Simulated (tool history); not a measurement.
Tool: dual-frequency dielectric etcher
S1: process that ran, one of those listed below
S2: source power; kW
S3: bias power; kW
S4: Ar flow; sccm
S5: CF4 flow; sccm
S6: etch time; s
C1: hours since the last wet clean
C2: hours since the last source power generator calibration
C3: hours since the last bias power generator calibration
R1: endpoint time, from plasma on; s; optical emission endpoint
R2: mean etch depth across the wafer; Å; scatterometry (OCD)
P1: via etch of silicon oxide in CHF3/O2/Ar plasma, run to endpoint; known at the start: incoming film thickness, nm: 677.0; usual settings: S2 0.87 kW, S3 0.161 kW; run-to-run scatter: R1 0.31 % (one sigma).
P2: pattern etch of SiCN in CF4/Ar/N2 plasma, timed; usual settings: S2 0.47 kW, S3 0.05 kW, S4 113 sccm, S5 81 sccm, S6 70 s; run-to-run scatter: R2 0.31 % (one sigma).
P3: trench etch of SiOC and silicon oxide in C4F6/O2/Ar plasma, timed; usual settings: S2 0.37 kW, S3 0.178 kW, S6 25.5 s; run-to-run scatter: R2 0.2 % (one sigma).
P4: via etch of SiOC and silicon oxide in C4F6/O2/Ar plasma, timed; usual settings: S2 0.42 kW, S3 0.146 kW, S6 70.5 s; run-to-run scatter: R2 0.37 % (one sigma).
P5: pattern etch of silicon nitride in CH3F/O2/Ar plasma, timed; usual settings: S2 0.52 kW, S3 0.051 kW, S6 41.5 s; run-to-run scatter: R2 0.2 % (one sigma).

| run | day | S1 | S2 | S3 | S4 | S5 | S6 | C1 | C2 | C3 | R1 | R2 |
|---|---|---|---|---|---|---|---|---|---|---|---|---|
| 1 | 0.429 | P1 | 0.87 | 0.161 |  |  |  | 279.7 | 867 | 873.9 | 310.25 |  |
| 2 | 1.104 | P2 | 0.28 | 0.05 | 113 | 81 | 70 | 295.9 | 883.2 | 890.1 |  | 337.7 |
| 3 | 1.862 | P1 | 0.6 | 0.161 |  |  |  | 314.1 | 901.4 | 908.3 | 357.35 |  |
| 4 | 2.317 | P1 | 0.87 | 0.161 |  |  |  | 325 | 912.3 | 919.2 | 309.65 |  |
| 5 | 2.679 | P4 | 0.42 | 0.146 |  |  | 70.5 | 333.7 | 921 | 927.9 |  | 751.65 |
| 6 | 3.408 | P5 | 0.52 | 0.051 |  |  | 62.5 | 351.2 | 938.5 | 945.4 |  | 420.12 |
| 7 | 3.779 | P3 | 0.37 | 0.251 |  |  | 25.5 | 360.1 | 947.4 | 954.3 |  | 555.31 |
| 8 | 4.183 | P5 | 0.52 | 0.051 |  |  | 41.5 | 369.8 | 957.1 | 964 |  | 279.17 |
| 9 | 4.888 | P2 | 0.47 | 0.066 | 113 | 81 | 70 | 386.7 | 974 | 980.9 |  | 582.66 |
| 10 | 5.521 | P4 | 0.58 | 0.146 |  |  | 70.5 | 401.9 | 989.2 | 996.1 |  | 860.48 |
| 11 | 5.929 | P1 | 0.87 | 0.161 |  |  |  | 411.7 | 999 | 1005.9 | 309.41 |  |
|  | 6.475 | wet clean of the chamber |
| 12 | 6.725 | P4 | 0.42 | 0.146 |  |  | 44 | 6.1 | 1018.1 | 1025 |  | 469.59 |
| 13 | 7.279 | P1 | 0.87 | 0.161 |  |  |  | 19.4 | 1031.4 | 1038.3 | 307.68 |  |
| 14 | 7.688 | P1 | 0.65 | 0.188 |  |  |  | 29.2 | 1041.2 | 1048.1 | 327.79 |  |
| 15 | 8.417 | P1 | 0.87 | 0.161 |  |  |  | 46.7 | 1058.7 | 1065.6 | 309.02 |  |
| 16 | 9.188 | P3 | 0.37 | 0.178 |  |  | 18 | 65.2 | 1077.2 | 1084.1 |  | 348.62 |
| 17 | 9.604 | P3 | 0.46 | 0.178 |  |  | 25.5 | 75.2 | 1087.2 | 1094.1 |  | 538.9 |
| 18 | 10.3 | P1 | 0.87 | 0.19 |  |  |  | 91.9 | 1103.9 | 1110.8 | 293.08 |  |
| 19 | 11.042 | P1 | 0.87 | 0.161 |  |  |  | 109.7 | 1121.7 | 1128.6 | 307.18 |  |

The next listed run, before its measurement:
| 20 | 11.804 | P4 | 0.42 | 0.146 |  |  | 70.5 | 128 | 1140 | 1146.9 |  | ? |

{"run 20": {"R2": 760.33}}
